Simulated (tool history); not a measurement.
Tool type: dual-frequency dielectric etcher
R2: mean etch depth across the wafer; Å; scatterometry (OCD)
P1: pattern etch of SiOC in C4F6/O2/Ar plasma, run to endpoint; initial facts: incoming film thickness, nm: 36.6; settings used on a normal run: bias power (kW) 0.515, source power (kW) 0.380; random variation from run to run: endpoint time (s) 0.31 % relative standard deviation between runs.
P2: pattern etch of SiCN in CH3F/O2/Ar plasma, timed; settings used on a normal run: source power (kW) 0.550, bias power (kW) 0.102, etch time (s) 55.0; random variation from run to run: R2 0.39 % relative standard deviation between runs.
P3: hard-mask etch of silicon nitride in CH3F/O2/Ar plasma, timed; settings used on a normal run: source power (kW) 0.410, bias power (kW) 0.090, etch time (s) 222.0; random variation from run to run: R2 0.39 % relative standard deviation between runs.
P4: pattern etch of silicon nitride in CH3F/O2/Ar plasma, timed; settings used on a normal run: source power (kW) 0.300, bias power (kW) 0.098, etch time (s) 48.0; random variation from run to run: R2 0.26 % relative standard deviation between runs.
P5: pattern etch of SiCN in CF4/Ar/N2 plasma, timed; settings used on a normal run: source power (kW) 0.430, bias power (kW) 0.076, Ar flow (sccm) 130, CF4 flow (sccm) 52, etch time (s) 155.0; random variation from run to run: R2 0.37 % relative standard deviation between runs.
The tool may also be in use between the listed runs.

{"run": 1, "hour": 2.3, "process that ran": "P1", "bias power (kW)": 0.515, "source power (kW)": 0.38, "endpoint time (s)": 12.3}
{"run": 2, "hour": 6.3, "process that ran": "P3", "bias power (kW)": 0.057, "source power (kW)": 0.41, "etch time (s)": 222.0, "R2": 1425.4}
{"run": 3, "hour": 9.4, "process that ran": "P1", "bias power (kW)": 0.515, "source power (kW)": 0.38, "endpoint time (s)": 12.333}
{"run": 4, "hour": 11.3, "process that ran": "P3", "bias power (kW)": 0.09, "source power (kW)": 0.41, "etch time (s)": 301.0, "R2": 2270.2}
{"run": 5, "hour": 15.0, "process that ran": "P5", "bias power (kW)": 0.076, "source power (kW)": 0.43, "etch time (s)": 155.0, "Ar flow (sccm)": 130, "CF4 flow (sccm)": 52, "R2": 1187.7}
{"run": 6, "hour": 18.6, "process that ran": "P3", "bias power (kW)": 0.09, "source power (kW)": 0.41, "etch time (s)": 222.0, "R2": 1659.5}
{"run": 7, "hour": 21.2, "process that ran": "P1", "bias power (kW)": 0.33, "source power (kW)": 0.49, "endpoint time (s)": 13.148}
{"run": 8, "hour": 23.8, "process that ran": "P2", "bias power (kW)": 0.102, "source power (kW)": 0.55, "etch time (s)": 55.0, "R2": 262.02}
{"run": 9, "hour": 26.1, "process that ran": "P1", "bias power (kW)": 0.515, "source power (kW)": 0.38, "endpoint time (s)": 12.32}
{"run": 10, "hour": 28.0, "process that ran": "P1", "bias power (kW)": 0.515, "source power (kW)": 0.28, "endpoint time (s)": 13.768}
{"run": 11, "hour": 32.0, "process that ran": "P3", "bias power (kW)": 0.09, "source power (kW)": 0.41, "etch time (s)": 222.0, "R2": 1656.2}
{"run": 12, "hour": 35.7, "process that ran": "P4", "bias power (kW)": 0.134, "source power (kW)": 0.3, "etch time (s)": 48.0, "R2": 370.26}
{"run": 13, "hour": 38.7, "process that ran": "P5", "bias power (kW)": 0.076, "source power (kW)": 0.43, "etch time (s)": 155.0, "Ar flow (sccm)": 130, "CF4 flow (sccm)": 52, "R2": 1190.1}
{"run": 14, "hour": 42.4, "process that ran": "P2", "bias power (kW)": 0.074, "source power (kW)": 0.55, "etch time (s)": 55.0, "R2": 234.67}
{"run": 15, "hour": 45.0, "process that ran": "P1", "bias power (kW)": 0.687, "source power (kW)": 0.38, "endpoint time (s)": 11.001}
{"run": 16, "hour": 48.3, "process that ran": "P1", "bias power (kW)": 0.515, "source power (kW)": 0.38, "endpoint time (s)": 12.28}
{"run": 17, "hour": 52.0, "process that ran": "P5", "bias power (kW)": 0.076, "source power (kW)": 0.43, "etch time (s)": 155.0, "Ar flow (sccm)": 130, "CF4 flow (sccm)": 38, "R2": 1125.6}
{"hour": 53.0, "done": "wet clean of the chamber"}
{"run": 18, "hour": 53.8, "process that ran": "P4", "bias power (kW)": 0.098, "source power (kW)": 0.3, "etch time (s)": 48.0, "R2": 329.74}
{"run": 19, "hour": 56.5, "process that ran": "P1", "bias power (kW)": 0.515, "source power (kW)": 0.38, "endpoint time (s)": 12.287}
{"run": 20, "hour": 60.4, "process that ran": "P1", "bias power (kW)": 0.41, "source power (kW)": 0.26, "endpoint time (s)": 15.413}
{"run": 21, "hour": 64.1, "process that ran": "P4", "bias power (kW)": 0.098, "source power (kW)": 0.3, "etch time (s)": 27.5, "R2": 189.24}
{"run": 22, "hour": 66.8, "process that ran": "P5", "bias power (kW)": 0.076, "source power (kW)": 0.57, "etch time (s)": 155.0, "Ar flow (sccm)": 130, "CF4 flow (sccm)": 52, "R2": 1510.9}
{"run": 23, "hour": 70.7, "process that ran": "P1", "bias power (kW)": 0.515, "source power (kW)": 0.38, "endpoint time (s)": 12.303}
{"run": 24, "hour": 72.9, "process that ran": "P5", "bias power (kW)": 0.076, "source power (kW)": 0.43, "etch time (s)": 214.0, "Ar flow (sccm)": 130, "CF4 flow (sccm)": 52, "R2": 1628.8}
{"run": 25, "hour": 75.6, "process that ran": "P1", "bias power (kW)": 0.515, "source power (kW)": 0.38, "endpoint time (s)": 12.308}
{"run": 26, "hour": 77.6, "process that ran": "P1", "bias power (kW)": 0.316, "source power (kW)": 0.23, "endpoint time (s)": 17.684}
{"run": 27, "hour": 79.5, "process that ran": "P2", "bias power (kW)": 0.102, "source power (kW)": 0.55, "etch time (s)": 73.5, "R2": 351.38}
{"run": 28, "hour": 81.9, "process that ran": "P1", "bias power (kW)": 0.515, "source power (kW)": 0.51, "endpoint time (s)": 11.064}
{"run": 29, "hour": 85.3, "process that ran": "P2", "bias power (kW)": 0.102, "source power (kW)": 0.72, "etch time (s)": 55.0, "R2": 292.38}
{"run": 30, "hour": 87.3, "process that ran": "P3", "bias power (kW)": 0.09, "source power (kW)": 0.51, "etch time (s)": 222.0, "R2": 1800.3}
{"run": 31, "hour": 90.5, "process that ran": "P5", "bias power (kW)": 0.056, "source power (kW)": 0.43, "etch time (s)": 155.0, "Ar flow (sccm)": 130, "CF4 flow (sccm)": 52, "R2": 1051.0}
{"run": 32, "hour": 94.0, "process that ran": "P1", "bias power (kW)": 0.329, "source power (kW)": 0.38, "endpoint time (s)": 14.471}
{"run": 33, "hour": 97.0, "process that ran": "P5", "bias power (kW)": 0.076, "source power (kW)": 0.43, "etch time (s)": 155.0, "Ar flow (sccm)": 95, "CF4 flow (sccm)": 52, "R2": 1241.3}
{"run": 34, "hour": 99.5, "process that ran": "P4", "bias power (kW)": 0.098, "source power (kW)": 0.42, "etch time (s)": 48.0, "R2": 374.07}
{"run": 35, "hour": 102.9, "process that ran": "P1", "bias power (kW)": 0.515, "source power (kW)": 0.38, "endpoint time (s)": 12.323}
{"run": 36, "hour": 105.6, "process that ran": "P1", "bias power (kW)": 0.515, "source power (kW)": 0.38, "endpoint time (s)": 12.206}
{"run": 37, "hour": 109.5, "process that ran": "P1", "bias power (kW)": 0.515, "source power (kW)": 0.38, "endpoint time (s)": 12.158}
{"run": 38, "hour": 111.5, "process that ran": "P1", "bias power (kW)": 0.515, "source power (kW)": 0.38, "endpoint time (s)": 12.08}
{"run": 39, "hour": 114.6, "process that ran": "P1", "bias power (kW)": 0.515, "source power (kW)": 0.38, "endpoint time (s)": 12.066}
{"hour": 115.6, "done": "wet clean of the chamber"}
{"run": 40, "hour": 116.7, "process that ran": "P1", "bias power (kW)": 0.515, "source power (kW)": 0.38, "endpoint time (s)": 12.075}
{"run": 41, "hour": 119.9, "process that ran": "P1", "bias power (kW)": 0.515, "source power (kW)": 0.38, "endpoint time (s)": 12.134}
{"run": 42, "hour": 122.0, "process that ran": "P1", "bias power (kW)": 0.515, "source power (kW)": 0.38, "endpoint time (s)": 12.158}

The log shows P1 creeping away from where it was. Any of the 2 causes listed here, at the size stated for it, fits the log just as well as the others:
A: source power that arrives over what is set, % = 4.69
B: bias power that arrives over what is set, % = 4.58
The process output started creeping at around hour 102.9.
Ruled out, with reasons:
chamber walls in a state that raises the etch rate, %: maintenance at hour 115.6, after the shift began, did not return the process to its former output

Below are 4 check runs, each averaged over 2 wafers, with their results shown as question marks. Which of them would give clearly different results depending on which cause is behind the drift?
{"run": "check 1", "hour": 124.1, "process that ran": "P3", "bias power (kW)": 0.059, "source power (kW)": 0.41, "etch time (s)": 301.0, "R2": "?"}
{"run": "check 2", "hour": 124.1, "process that ran": "P2", "bias power (kW)": 0.076, "source power (kW)": 0.55, "etch time (s)": 70.0, "R2": "?"}
{"run": "check 3", "hour": 124.1, "process that ran": "P5", "bias power (kW)": 0.057, "source power (kW)": 0.43, "etch time (s)": 155.0, "Ar flow (sccm)": 130, "CF4 flow (sccm)": 52, "R2": "?"}
{"run": "check 4", "hour": 124.1, "process that ran": "P4", "bias power (kW)": 0.12, "source power (kW)": 0.4, "etch time (s)": 48.0, "R2": "?"}

How each check would come out, cause by cause:
check=check_1 result=R2 if_A=1985.70 if_B=1979.90
check=check_2 result=R2 if_A=306.14 if_B=305.65
check=check_3 result=R2 if_A=1104.80 if_B=1079.00
check=check_4 result=R2 if_A=403.28 if_B=403.34
Minimum pairwise separation of causes per check, each pair taken at its best-separating result: check 1 0.29 %; check 2 0.16 %; check 3 2.36 %; check 4 0.01 %
Check 3 is the one run that separates the causes; every other check would come out nearly the same whichever cause is at work.

Check 3 was carried out, with these results: R2 1109.00 Å. Which of the listed causes is responsible?

It was cause A: source power that arrives over what is set, %.

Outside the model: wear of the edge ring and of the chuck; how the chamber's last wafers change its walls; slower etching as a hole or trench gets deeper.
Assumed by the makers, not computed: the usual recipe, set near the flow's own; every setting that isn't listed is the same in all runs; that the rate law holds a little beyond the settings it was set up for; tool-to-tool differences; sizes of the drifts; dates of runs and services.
